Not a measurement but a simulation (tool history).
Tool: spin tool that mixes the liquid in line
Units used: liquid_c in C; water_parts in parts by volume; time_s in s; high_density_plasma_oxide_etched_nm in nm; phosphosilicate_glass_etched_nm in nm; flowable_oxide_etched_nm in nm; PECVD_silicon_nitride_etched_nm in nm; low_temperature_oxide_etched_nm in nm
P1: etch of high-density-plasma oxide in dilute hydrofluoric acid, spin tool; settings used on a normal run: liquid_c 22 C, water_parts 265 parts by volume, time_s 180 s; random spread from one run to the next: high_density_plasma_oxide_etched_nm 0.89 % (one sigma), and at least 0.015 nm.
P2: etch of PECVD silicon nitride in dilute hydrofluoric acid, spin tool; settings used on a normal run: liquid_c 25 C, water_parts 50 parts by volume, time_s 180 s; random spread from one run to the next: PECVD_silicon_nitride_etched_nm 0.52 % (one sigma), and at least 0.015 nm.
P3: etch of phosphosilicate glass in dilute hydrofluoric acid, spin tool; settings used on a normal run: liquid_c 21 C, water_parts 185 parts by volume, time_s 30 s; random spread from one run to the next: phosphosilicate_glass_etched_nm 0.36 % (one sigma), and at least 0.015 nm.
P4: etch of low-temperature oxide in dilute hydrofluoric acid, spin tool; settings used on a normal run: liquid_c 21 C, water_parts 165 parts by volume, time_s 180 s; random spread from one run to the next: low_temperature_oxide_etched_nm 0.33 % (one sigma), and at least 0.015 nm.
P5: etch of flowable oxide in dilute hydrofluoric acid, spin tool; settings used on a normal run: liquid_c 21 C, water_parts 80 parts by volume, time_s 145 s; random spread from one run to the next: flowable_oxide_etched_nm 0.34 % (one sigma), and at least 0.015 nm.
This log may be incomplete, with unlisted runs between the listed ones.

run   hour  process  liquid_c  water_parts  time_s  hours since the thermometer was replaced  hours since the hydrofluoric acid flow meter was replaced  high_density_plasma_oxide_etched_nm  phosphosilicate_glass_etched_nm  flowable_oxide_etched_nm  PECVD_silicon_nitride_etched_nm  low_temperature_oxide_etched_nm
  1    3.3       P1        22          265     180                                     134.6                                                      658.8                               2.6005
  2    6.7       P3        21          185      45                                       138                                                      662.2                                                                18.842
  3   11.4       P1        22          140     180                                     142.7                                                      666.9                               5.5755
  4   15.6       P1        22          265     180                                     146.9                                                      671.1                               2.6017
  5   22.1       P1        22          265     180                                     153.4                                                      677.6                               2.6009
  6   27.6       P1      29.5          265     260                                     158.9                                                      683.1                               4.9506
  7   31.7       P5        21          145     145                                       163                                                      687.2                                                                                          23.425
  8   36.7       P2        25           50     180                                       168                                                      692.2                                                                                                                           20.739
  9   41.6       P1        22          465      20                                     172.9                                                      697.1                              0.12057
 10   48.6       P2        25           50     260                                     179.9                                                      704.1                                                                                                                           29.894
 11   55.7       P5      29.5           80     145                                       187                                                      711.2                                                                                          63.977
 12   62.7       P4        21          290     180                                       194                                                      718.2                                                                                                                                                            9.4022
 13   68.4       P5        21           80     145                                     199.7                                                      723.9                                                                                          45.562
 14   73.2       P3        21          295      30                                     204.5                                                      728.7                                                                7.0207
 15   80.1       P1        22          430     180                                     211.4                                                      735.6                               1.4083
 16   86.7       P4        21          165     180                                       218                                                      742.2                                                                                                                                                            18.767
 17   90.3       P1        29          265     180                                     221.6                                                      745.8                               3.3338
 18   97.2       P5        21           80      40                                     228.5                                                      752.7                                                                                          12.616
 19    104       P2      17.5           50     180                                     235.3                                                      759.5                                                                                                                           12.289
 20  111.2       P3        17          185      30                                     242.5                                                      766.7                                                                 10.63
 21  114.6       P1        22          265      45                                     245.9                                                      770.1                               0.6288
 22  120.4       P1        22          265     180                                     251.7                                                      775.9                               2.5965
 23  127.9       P4        28          165     180                                     259.2                                                      783.4                                                                                                                                                            24.435
 24  132.9       P1        22          265     180                                     264.2                                                      788.4                                2.539
 25  137.1       P4        21          165     320                                     268.4                                                      792.6                                                                                                                                                            33.586
 26  140.3       P1        22          265     330                                     271.6                                                      795.8                                4.761
 27  146.3       P1        22          265     180                                     277.6                                                      801.8                                2.595
 28  153.6       P1        22          265     180                                     284.9                                                      809.1                               2.6105
 29  160.9       P5        21           80     145                                     292.2                                                      816.4                                                                                          45.712
 30  166.5       P1        17          265     325                                     297.8                                                        822                               3.8558
 31  171.4       P2        25           20     180                                     302.7                                                      826.9                                                                                                                           50.157
 32  178.9       P1      17.5          265     180                                     310.2                                                      834.4                               2.1935
 33  184.4       P3        21          185      30                                     315.7                                                      839.9                                                                12.477
 34  189.7       P1        22          265     180                                       321                                                      845.2                               2.6162
 35  195.6       P1        22          265     180                                     326.9                                                      851.1                               2.4794
 36  202.8       P1        22          265     180                                     334.1                                                      858.3                               2.4643
 37  206.6       P1        22          265     180                                     337.9                                                      862.1                               2.4366
 38  210.9       P1        22          265     180                                     342.2                                                      866.4                               2.4036
 39  215.7       P1        22          265     180                                       347                                                      871.2                               2.4305
 40  221.4       P1        22          265     180                                     352.7                                                      876.9                               2.4425
 41    225       P1        22          265     180                                     356.3                                                      880.5                                2.364
 42  231.4       P1        22          265     180                                     362.7                                                      886.9                               2.3986

P1 no longer gives what it gave before; its output has crept away from where it was. The following 2 causes, each at its listed size, fit the log equally well:
A: hydrofluoric acid flow below the setpoint (%) = 6.41
B: liquid colder than its thermometer reads (K) = 2.27
Onset of the creep was near hour 189.7.

Listed below are the offered check runs, one wafer per run, with question marks in place of results. For which of them would the causes give clearly different outcomes?
check 1  237.8       P5      28.5          130     145                                                                                                                                                                                                    ?
check 2  237.8       P4        21          255     180                                                                                                                                                                                                                                                                      ?
check 3  237.8       P2        22           25     180                                                                                                                                                                                                                                     ?
check 4  237.8       P3        21          295      30                                                                                                                                                                          ?

If the cause were each of the candidates in turn, the checks would give the following:
  check                           result    if A    if B
check 1         flowable_oxide_etched_nm  32.745  32.503
check 2  low_temperature_oxide_etched_nm  10.246  10.222
check 3  PECVD_silicon_nitride_etched_nm  30.948  28.141
check 4  phosphosilicate_glass_etched_nm  6.4657  6.4744
Gap, in per cent, between the two causes that each check separates least, read from the result that separates them most: check 1 0.74 %; check 2 0.23 %; check 3 9.51 %; check 4 0.13 %
Check 3 distinguishes between the causes, while the remaining checks would return nearly the same result for all of them.

With check 3 done, the readings were: PECVD_silicon_nitride_etched_nm 28.361 nm. Identify which of the listed causes applies.

It was cause B: liquid colder than its thermometer reads (K).
